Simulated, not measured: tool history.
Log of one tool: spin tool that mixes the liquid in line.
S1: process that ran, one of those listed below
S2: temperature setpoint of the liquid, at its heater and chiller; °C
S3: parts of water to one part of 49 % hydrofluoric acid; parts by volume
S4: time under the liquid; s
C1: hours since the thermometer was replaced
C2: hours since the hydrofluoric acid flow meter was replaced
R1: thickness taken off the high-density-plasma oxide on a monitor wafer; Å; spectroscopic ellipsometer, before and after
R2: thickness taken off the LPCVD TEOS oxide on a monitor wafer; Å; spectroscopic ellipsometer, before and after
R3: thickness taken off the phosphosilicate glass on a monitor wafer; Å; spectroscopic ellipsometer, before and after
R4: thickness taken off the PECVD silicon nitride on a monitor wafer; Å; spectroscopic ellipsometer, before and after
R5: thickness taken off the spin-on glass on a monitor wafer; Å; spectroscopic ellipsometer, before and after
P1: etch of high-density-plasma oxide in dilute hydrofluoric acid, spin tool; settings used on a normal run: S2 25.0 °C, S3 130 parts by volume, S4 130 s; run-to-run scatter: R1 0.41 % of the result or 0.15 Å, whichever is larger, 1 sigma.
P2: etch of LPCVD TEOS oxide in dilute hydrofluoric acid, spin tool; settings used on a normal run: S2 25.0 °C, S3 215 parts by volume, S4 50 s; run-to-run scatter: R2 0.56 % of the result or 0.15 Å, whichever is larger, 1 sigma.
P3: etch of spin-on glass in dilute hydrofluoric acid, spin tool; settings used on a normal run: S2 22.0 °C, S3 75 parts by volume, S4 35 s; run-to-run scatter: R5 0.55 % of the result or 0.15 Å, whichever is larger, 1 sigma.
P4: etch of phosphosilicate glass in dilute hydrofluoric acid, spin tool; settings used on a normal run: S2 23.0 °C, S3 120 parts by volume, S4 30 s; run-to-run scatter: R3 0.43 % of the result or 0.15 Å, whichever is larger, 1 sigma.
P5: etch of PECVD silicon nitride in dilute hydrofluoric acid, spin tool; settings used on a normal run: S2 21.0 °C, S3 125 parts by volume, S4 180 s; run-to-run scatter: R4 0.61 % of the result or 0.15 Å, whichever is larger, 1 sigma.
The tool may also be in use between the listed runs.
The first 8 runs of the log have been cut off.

run 9 hour=55.5 | S1=P3 S2=22.0 S3=75 S4=65 | C1=550.2 C2=910.9 | R5=569.94
run 10 hour=62.5 | S1=P1 S2=33.0 S3=45 S4=130 | C1=557.2 C2=917.9 | R1=226.670
run 11 hour=69.1 | S1=P1 S2=25.0 S3=130 S4=130 | C1=563.8 C2=924.5 | R1=51.623
run 12 hour=74.8 | S1=P4 S2=23.0 S3=220 S4=30 | C1=569.5 C2=930.2 | R3=197.55
run 13 hour=81.6 | S1=P4 S2=23.0 S3=120 S4=15 | C1=576.3 C2=937.0 | R3=203.34
run 14 hour=85.7 | S1=P2 S2=29.5 S3=215 S4=50 | C1=580.4 C2=941.1 | R2=108.960
run 15 hour=90.6 | S1=P5 S2=21.0 S3=170 S4=180 | C1=585.3 C2=946.0 | R4=27.9890
run 16 hour=97.0 | S1=P1 S2=25.0 S3=205 S4=130 | C1=591.7 C2=952.4 | R1=30.006
run 17 hour=101.3 | S1=P2 S2=25.0 S3=215 S4=50 | C1=596.0 C2=956.7 | R2=92.066
run 18 hour=106.9 | S1=P1 S2=25.0 S3=130 S4=240 | C1=601.6 C2=962.3 | R1=95.333
run 19 hour=113.3 | S1=P4 S2=31.0 S3=120 S4=30 | C1=608.0 C2=968.7 | R3=545.88
run 20 hour=119.8 | S1=P1 S2=25.0 S3=130 S4=130 | C1=614.5 C2=975.2 | R1=51.675
run 21 hour=124.0 | S1=P1 S2=25.0 S3=40 S4=130 | C1=618.7 C2=979.4 | R1=186.310
run 22 hour=128.0 | S1=P1 S2=29.5 S3=130 S4=130 | C1=622.7 C2=983.4 | R1=60.812
run 23 hour=136.0 | S1=P5 S2=21.0 S3=125 S4=20 | C1=630.7 C2=991.4 | R4=4.1528
run 24 hour=143.8 | S1=P1 S2=25.0 S3=130 S4=130 | C1=638.5 C2=999.2 | R1=51.345
run 25 hour=151.6 | S1=P3 S2=22.0 S3=75 S4=35 | C1=646.3 C2=1007.0 | R5=303.22
run 26 hour=156.3 | S1=P3 S2=28.5 S3=75 S4=35 | C1=651.0 C2=1011.7 | R5=394.56

Run 27, settings as shown, results not yet in. Your forecast:
run 27 hour=160.4 | S1=P3 S2=22.0 S3=35 S4=35 | C1=655.1 C2=1015.8 | R5=?

For run 27 the tool returned R5 683.93 Å.
